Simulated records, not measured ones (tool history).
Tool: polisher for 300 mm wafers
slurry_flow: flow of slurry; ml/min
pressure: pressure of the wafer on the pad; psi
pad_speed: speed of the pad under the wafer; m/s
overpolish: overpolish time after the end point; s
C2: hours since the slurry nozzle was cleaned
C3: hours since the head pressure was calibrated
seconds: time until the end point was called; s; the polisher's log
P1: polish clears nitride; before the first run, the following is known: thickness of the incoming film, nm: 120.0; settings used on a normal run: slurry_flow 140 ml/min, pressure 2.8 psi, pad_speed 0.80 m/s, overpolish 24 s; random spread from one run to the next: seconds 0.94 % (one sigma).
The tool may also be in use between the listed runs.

{"run": 1, "hour": 5.7, "slurry_flow": 140, "pressure": 2.8, "pad_speed": 0.8, "overpolish": 24, "wafers polished on this pad": 474, "C2": 206.8, "C3": 566.9, "seconds": 178.41}
{"run": 2, "hour": 12.4, "slurry_flow": 140, "pressure": 2.8, "pad_speed": 1.2, "overpolish": 24, "wafers polished on this pad": 503, "C2": 213.5, "C3": 573.6, "seconds": 120.56}
{"run": 3, "hour": 22.3, "slurry_flow": 175, "pressure": 2.8, "pad_speed": 1.24, "overpolish": 24, "wafers polished on this pad": 547, "C2": 223.4, "C3": 583.5, "seconds": 111.19}
{"run": 4, "hour": 29.8, "slurry_flow": 140, "pressure": 2.8, "pad_speed": 0.8, "overpolish": 24, "wafers polished on this pad": 580, "C2": 230.9, "C3": 591.0, "seconds": 177.64}
{"run": 5, "hour": 41.8, "slurry_flow": 140, "pressure": 2.8, "pad_speed": 0.8, "overpolish": 46, "wafers polished on this pad": 633, "C2": 242.9, "C3": 603.0, "seconds": 176.3}
{"run": 6, "hour": 48.6, "slurry_flow": 140, "pressure": 2.8, "pad_speed": 0.8, "overpolish": 24, "wafers polished on this pad": 663, "C2": 249.7, "C3": 609.8, "seconds": 177.66}
{"hour": 50.3, "done": "slurry nozzle cleaned"}
{"run": 7, "hour": 57.7, "slurry_flow": 85, "pressure": 2.8, "pad_speed": 0.8, "overpolish": 24, "wafers polished on this pad": 703, "C2": 7.4, "C3": 618.9, "seconds": 197.42}
{"run": 8, "hour": 65.9, "slurry_flow": 140, "pressure": 2.8, "pad_speed": 0.8, "overpolish": 9, "wafers polished on this pad": 739, "C2": 15.6, "C3": 627.1, "seconds": 181.4}
{"run": 9, "hour": 78.5, "slurry_flow": 140, "pressure": 2.8, "pad_speed": 0.8, "overpolish": 24, "wafers polished on this pad": 794, "C2": 28.2, "C3": 639.7, "seconds": 177.47}
{"run": 10, "hour": 84.2, "slurry_flow": 140, "pressure": 4.5, "pad_speed": 0.8, "overpolish": 24, "wafers polished on this pad": 820, "C2": 33.9, "C3": 645.4, "seconds": 111.7}
{"run": 11, "hour": 93.7, "slurry_flow": 220, "pressure": 2.8, "pad_speed": 0.8, "overpolish": 24, "wafers polished on this pad": 861, "C2": 43.4, "C3": 654.9, "seconds": 168.52}

Run 12 has not been measured yet. What should we expect?
{"run": 12, "hour": 99.5, "slurry_flow": 140, "pressure": 2.8, "pad_speed": 0.58, "overpolish": 24, "wafers polished on this pad": 887, "C2": 49.2, "C3": 660.7, "seconds": "?"}

seconds: 245.74 s
